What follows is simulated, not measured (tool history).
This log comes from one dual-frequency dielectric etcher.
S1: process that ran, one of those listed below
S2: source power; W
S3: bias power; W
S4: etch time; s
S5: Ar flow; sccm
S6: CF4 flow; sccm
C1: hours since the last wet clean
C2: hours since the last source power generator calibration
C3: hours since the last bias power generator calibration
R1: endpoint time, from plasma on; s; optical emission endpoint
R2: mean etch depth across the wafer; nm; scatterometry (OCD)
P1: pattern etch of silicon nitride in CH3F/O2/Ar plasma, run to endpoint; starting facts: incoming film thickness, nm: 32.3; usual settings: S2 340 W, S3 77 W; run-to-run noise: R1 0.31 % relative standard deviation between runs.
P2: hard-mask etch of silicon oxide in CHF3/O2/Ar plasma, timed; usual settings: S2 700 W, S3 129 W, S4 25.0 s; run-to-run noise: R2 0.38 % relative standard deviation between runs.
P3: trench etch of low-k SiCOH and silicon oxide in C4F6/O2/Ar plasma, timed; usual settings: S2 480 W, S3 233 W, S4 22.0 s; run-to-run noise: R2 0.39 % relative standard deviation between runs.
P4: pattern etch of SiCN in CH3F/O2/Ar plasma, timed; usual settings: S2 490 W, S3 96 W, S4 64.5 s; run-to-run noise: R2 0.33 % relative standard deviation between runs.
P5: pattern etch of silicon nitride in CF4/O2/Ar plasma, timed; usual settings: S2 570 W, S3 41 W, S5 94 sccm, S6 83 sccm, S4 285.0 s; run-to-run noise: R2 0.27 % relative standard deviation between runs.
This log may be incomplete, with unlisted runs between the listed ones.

run	hour	S1	S2	S3	S4	S5	S6	C1	C2	C3	R1	R2
1	3.2	P1	340	77				260.2	542.6	623.7	48.000	
2	7.6	P2	700	129	25.0			264.6	547.0	628.1		48.521
3	11.8	P1	340	77				268.8	551.2	632.3	48.034	
4	14.9	P3	480	233	22.0			271.9	554.3	635.4		79.419
5	19.1	P4	490	96	39.5			276.1	558.5	639.6		17.511
6	23.4	P5	570	41	419.0	94	83	280.4	562.8	643.9		819.390
7	29.9	P5	570	41	285.0	129	83	286.9	569.3	650.4		534.380
8	34.3	P1	250	102				291.3	573.7	654.8	48.365	
9	40.6	P1	440	77				297.6	580.0	661.1	43.562	
10	44.6	P3	640	233	22.0			301.6	584.0	665.1		88.131
11	49.2	P5	720	41	285.0	94	83	306.2	588.6	669.7		683.330
12	55.0	P2	700	129	25.0			312.0	594.4	675.5		48.655
13	60.7	P1	340	77				317.7	600.1	681.2	47.860	
14	64.5	P1	340	77				321.5	603.9	685.0	47.658	
15	69.9	P1	210	77				326.9	609.3	690.4	57.481	
16	73.0	P1	340	52				330.0	612.4	693.5	54.344	
17	76.3	P5	570	41	285.0	94	116	333.3	615.7	696.8		583.960
18	82.7	P1	340	77				339.7	622.1	703.2	47.693	
19	87.3	P1	340	77				344.3	626.7	707.8	47.984	

Predict the results of run 20:
20	90.3	P4	340	96	64.5			347.3	629.7	710.8		?

{"run 20": {"R2": 24.821}}
